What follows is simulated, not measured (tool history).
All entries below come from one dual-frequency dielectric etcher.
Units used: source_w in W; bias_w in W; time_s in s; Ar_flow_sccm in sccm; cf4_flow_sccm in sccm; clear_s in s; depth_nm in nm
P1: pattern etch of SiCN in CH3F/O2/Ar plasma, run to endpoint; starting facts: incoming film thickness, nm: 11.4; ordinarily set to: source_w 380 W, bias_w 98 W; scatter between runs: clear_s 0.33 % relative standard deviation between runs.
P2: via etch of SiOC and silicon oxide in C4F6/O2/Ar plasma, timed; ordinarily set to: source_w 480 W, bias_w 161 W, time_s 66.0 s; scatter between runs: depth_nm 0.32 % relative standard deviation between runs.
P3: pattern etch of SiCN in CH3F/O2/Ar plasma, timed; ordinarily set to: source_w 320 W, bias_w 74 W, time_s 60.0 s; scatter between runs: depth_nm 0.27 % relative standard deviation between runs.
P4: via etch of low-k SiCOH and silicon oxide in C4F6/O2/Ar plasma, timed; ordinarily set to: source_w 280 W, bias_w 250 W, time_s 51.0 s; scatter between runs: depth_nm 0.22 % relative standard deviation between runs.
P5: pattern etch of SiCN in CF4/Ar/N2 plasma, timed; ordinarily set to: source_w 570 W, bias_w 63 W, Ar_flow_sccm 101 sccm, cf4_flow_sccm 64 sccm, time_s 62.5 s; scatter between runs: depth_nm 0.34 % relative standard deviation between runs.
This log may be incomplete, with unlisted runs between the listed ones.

run	day	process	source_w	bias_w	time_s	Ar_flow_sccm	cf4_flow_sccm	clear_s	depth_nm
1	0.458	P1	380	98				28.002	
2	0.875	P2	480	161	36.5				42.283
3	1.296	P1	380	98				28.087	
4	2.067	P3	400	74	60.0				22.098
5	2.525	P1	510	98				25.137	
6	3.033	P5	570	85	62.5	101	64		67.798
7	3.800	P4	280	180	51.0				112.840
8	4.475	P4	280	250	73.0				180.800
9	4.933	P3	320	74	75.5				25.598
10	5.438	P4	370	250	51.0				140.150
11	6.217	P1	380	136				24.867	
12	6.638	P4	280	250	51.0				126.300
13	7.404	P1	380	98				28.055	
14	8.058	P5	570	63	62.5	101	64		62.069
15	8.646	P5	570	63	62.5	101	86		64.803
16	9.033	P1	380	98				28.141	
17	9.588	P5	570	63	94.0	101	64		92.600
18	10.058	P2	480	228	66.0				85.974
19	10.817	P5	450	63	62.5	101	64		50.073
20	11.604	P2	480	161	66.0				76.810
21	12.292	P1	310	77				33.068	
# day 12.733: source power generator calibrated
22	12.796	P1	380	98				28.128	
23	13.483	P3	320	74	60.0				20.400
24	13.950	P1	260	119				29.839	
25	14.754	P3	320	97	60.0				22.514
26	15.542	P1	380	81				30.189	
27	16.125	P5	570	63	62.5	140	64		58.058
28	16.588	P4	280	250	51.0				126.010
29	17.150	P1	500	126				23.055	
30	17.875	P1	380	98				27.869	
31	18.558	P3	320	74	60.0				20.349
32	19.054	P2	620	161	66.0				85.084
33	19.638	P1	240	98				33.106	
34	20.054	P1	380	98				27.990	
35	20.717	P1	380	98				28.246	
36	21.483	P1	380	98				28.372	
# day 21.775: wet clean of the chamber
37	22.167	P1	380	98				28.403	
38	22.871	P1	380	98				28.386	
39	23.350	P1	380	98				28.455	
40	23.904	P1	380	98				28.545	
41	24.488	P1	380	98				28.347	

Compared with where it was, what P1 gives has crept away. Each cause listed below fits the log as well as the rest, at the size given for it:
A: source power that arrives under what is set, % = 4.39
B: bias power that arrives under what is set, % = 4.31
Creep in the process output first set in at about day 20.054.
All other causes, with the reason each is excluded:
chamber walls in a state that lowers the etch rate, %: serviced after onset, at day 21.775, with no recovery of the prior output

4 check runs are offered, one wafer each, their results left as question marks. Which one tells the causes apart?
check 1	25.071	P4	370	209	51.0				?
check 2	25.071	P3	390	74	75.5				?
check 3	25.071	P5	570	63	90.0	101	64		?
check 4	25.071	P2	600	220	66.0				?

What each check would give under each cause:
check	result	if A	if B
check 1	depth_nm	129.670	130.040
check 2	depth_nm	27.135	27.168
check 3	depth_nm	85.233	87.377
check 4	depth_nm	90.714	90.989
Minimum pairwise separation of causes per check, each pair taken at its best-separating result: check 1 0.29 %; check 2 0.12 %; check 3 2.48 %; check 4 0.3 %
Of the check runs offered, only check 3 discriminates between the causes; the rest would read about the same regardless of which cause applies.

Check 3 was carried out, with these results: depth_nm 87.324 nm. Which of the listed causes is responsible?

The cause is B: bias power that arrives under what is set, %.
